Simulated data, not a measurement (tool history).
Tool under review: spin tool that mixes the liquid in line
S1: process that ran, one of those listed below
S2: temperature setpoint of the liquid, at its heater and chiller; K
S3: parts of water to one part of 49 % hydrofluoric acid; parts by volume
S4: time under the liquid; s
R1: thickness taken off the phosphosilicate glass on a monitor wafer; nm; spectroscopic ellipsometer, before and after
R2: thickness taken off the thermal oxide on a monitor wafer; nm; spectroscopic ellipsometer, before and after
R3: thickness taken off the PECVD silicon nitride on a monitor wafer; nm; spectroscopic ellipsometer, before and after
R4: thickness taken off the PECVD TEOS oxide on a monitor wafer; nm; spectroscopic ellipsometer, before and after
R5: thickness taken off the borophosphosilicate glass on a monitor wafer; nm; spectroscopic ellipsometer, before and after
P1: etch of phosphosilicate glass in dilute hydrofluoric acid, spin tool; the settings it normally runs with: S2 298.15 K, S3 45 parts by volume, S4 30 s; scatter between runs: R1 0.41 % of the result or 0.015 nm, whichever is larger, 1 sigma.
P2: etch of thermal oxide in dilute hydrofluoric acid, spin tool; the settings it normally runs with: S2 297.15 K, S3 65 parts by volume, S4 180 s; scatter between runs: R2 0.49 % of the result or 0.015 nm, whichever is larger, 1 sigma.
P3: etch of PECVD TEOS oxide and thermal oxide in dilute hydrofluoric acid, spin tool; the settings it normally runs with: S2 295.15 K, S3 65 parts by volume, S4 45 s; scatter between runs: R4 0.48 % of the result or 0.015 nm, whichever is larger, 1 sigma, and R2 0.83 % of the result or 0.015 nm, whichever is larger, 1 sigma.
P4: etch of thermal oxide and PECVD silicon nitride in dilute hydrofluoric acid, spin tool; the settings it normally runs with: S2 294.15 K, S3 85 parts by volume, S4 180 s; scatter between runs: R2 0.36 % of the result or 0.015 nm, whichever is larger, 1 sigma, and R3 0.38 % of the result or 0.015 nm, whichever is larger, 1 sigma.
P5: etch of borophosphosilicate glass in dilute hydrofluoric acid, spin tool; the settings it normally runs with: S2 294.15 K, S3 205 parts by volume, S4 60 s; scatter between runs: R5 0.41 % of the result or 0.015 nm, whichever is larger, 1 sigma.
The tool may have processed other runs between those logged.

run 1 hour=5.2 | S1=P1 S2=298.15 S3=45 S4=30 | R1=57.931
run 2 hour=10.9 | S1=P1 S2=298.15 S3=70 S4=30 | R1=36.358
run 3 hour=13.4 | S1=P1 S2=293.15 S3=60 S4=30 | R1=34.715
run 4 hour=18.4 | S1=P4 S2=290.15 S3=85 S4=180 | R2=7.7066 R3=4.2884
run 5 hour=23.7 | S1=P3 S2=295.15 S3=65 S4=45 | R2=3.0547 R4=10.955
run 6 hour=28.6 | S1=P5 S2=294.15 S3=60 S4=60 | R5=27.567
run 7 hour=31.6 | S1=P1 S2=298.15 S3=20 S4=30 | R1=135.57
run 8 hour=35.5 | S1=P1 S2=298.15 S3=45 S4=30 | R1=58.048
run 9 hour=39.4 | S1=P3 S2=295.15 S3=20 S4=45 | R2=10.425 R4=37.378
run 10 hour=43.6 | S1=P1 S2=292.15 S3=45 S4=30 | R1=45.193
run 11 hour=48.3 | S1=P5 S2=294.15 S3=205 S4=60 | R5=6.81
run 12 hour=51.5 | S1=P4 S2=294.15 S3=85 S4=360 | R2=18.088 R3=11.238
run 13 hour=56 | S1=P1 S2=298.15 S3=45 S4=45 | R1=87.349
run 14 hour=60.5 | S1=P5 S2=290.15 S3=205 S4=60 | R5=5.8431
run 15 hour=65.6 | S1=P2 S2=297.15 S3=65 S4=180 | R2=13.839
run 16 hour=69.1 | S1=P1 S2=298.15 S3=25 S4=45 | R1=161.8
run 17 hour=71.7 | S1=P2 S2=297.15 S3=65 S4=320 | R2=24.802
run 18 hour=77.2 | S1=P3 S2=299.65 S3=65 S4=45 | R2=3.6055 R4=13.052
run 19 hour=81.8 | S1=P1 S2=305.65 S3=45 S4=30 | R1=78.224
run 20 hour=84.4 | S1=P1 S2=298.15 S3=45 S4=30 | R1=58.4
run 21 hour=88 | S1=P3 S2=295.15 S3=65 S4=45 | R2=3.1194 R4=10.807
run 22 hour=90.6 | S1=P3 S2=295.15 S3=65 S4=85 | R2=5.7913 R4=20.671
run 23 hour=93.3 | S1=P1 S2=298.15 S3=45 S4=15 | R1=29.247
run 24 hour=98.7 | S1=P2 S2=297.15 S3=20 S4=180 | R2=47.902
run 25 hour=103.9 | S1=P4 S2=294.15 S3=85 S4=180 | R2=8.9782 R3=5.605
run 26 hour=107.6 | S1=P2 S2=297.15 S3=65 S4=180 | R2=13.9
run 27 hour=110.5 | S1=P5 S2=294.15 S3=205 S4=15 | R5=1.6857
run 28 hour=114.2 | S1=P2 S2=302.65 S3=65 S4=180 | R2=17.27
run 29 hour=118.7 | S1=P1 S2=298.15 S3=45 S4=30 | R1=58.381
run 30 hour=123.4 | S1=P1 S2=302.15 S3=45 S4=15 | R1=34.277
run 31 hour=128.3 | S1=P4 S2=294.15 S3=20 S4=180 | R2=41.267 R3=22.674
run 32 hour=132.7 | S1=P1 S2=298.15 S3=45 S4=30 | R1=58.182
run 33 hour=137 | S1=P1 S2=298.15 S3=45 S4=30 | R1=58.352
run 34 hour=140.7 | S1=P1 S2=298.15 S3=45 S4=30 | R1=56.753
run 35 hour=145.1 | S1=P1 S2=298.15 S3=45 S4=30 | R1=55.422
run 36 hour=148.2 | S1=P1 S2=298.15 S3=45 S4=30 | R1=55.114
run 37 hour=153.6 | S1=P1 S2=298.15 S3=45 S4=30 | R1=54.817
run 38 hour=158.9 | S1=P1 S2=298.15 S3=45 S4=30 | R1=54.249
run 39 hour=163.3 | S1=P1 S2=298.15 S3=45 S4=30 | R1=54.643
run 40 hour=165.9 | S1=P1 S2=298.15 S3=45 S4=30 | R1=54.566

What P1 gives has crept away from where it was. These 2 causes fit the log equally well, each at the size given:
A: hydrofluoric acid flow below the setpoint (%) = 6.18
B: liquid colder than its thermometer reads (K) = 1.65
The drift started at roughly hour 137.

Of the 4 check runs listed below, each run on one wafer and each result written as a question mark, which would let you distinguish the listed causes because they would give clearly different results?
run check 1 hour=168.5 | S1=P3 S2=295.15 S3=30 S4=85 | R2=? R4=?
run check 2 hour=168.5 | S1=P5 S2=290.15 S3=205 S4=60 | R5=?
run check 3 hour=168.5 | S1=P4 S2=294.15 S3=85 S4=345 | R2=? R3=?
run check 4 hour=168.5 | S1=P2 S2=297.15 S3=25 S4=270 | R2=?

Outcome of each check run for each possible cause:
check=check_1 result=R2 if_A=12.281 if_B=12.232
check=check_1 result=R4 if_A=43.605 if_B=43.428
check=check_2 result=R5 if_A=5.4541 if_B=5.5076
check=check_3 result=R2 if_A=16.143 if_B=16.175
check=check_3 result=R3 if_A=10.103 if_B=9.6063
check=check_4 result=R2 if_A=53.271 if_B=53.078
Gap, in per cent, between the two causes that each check separates least, read from the result that separates them most: check 1 0.41 %; check 2 0.98 %; check 3 5.04 %; check 4 0.36 %
The other checks would show nearly matching results whichever cause is true, so check 3 is the only one that separates the causes.

Here is what check 3 returned: R2 16.141 nm; R3 10.083 nm. Which cause is it?

A is the cause: hydrofluoric acid flow below the setpoint (%).

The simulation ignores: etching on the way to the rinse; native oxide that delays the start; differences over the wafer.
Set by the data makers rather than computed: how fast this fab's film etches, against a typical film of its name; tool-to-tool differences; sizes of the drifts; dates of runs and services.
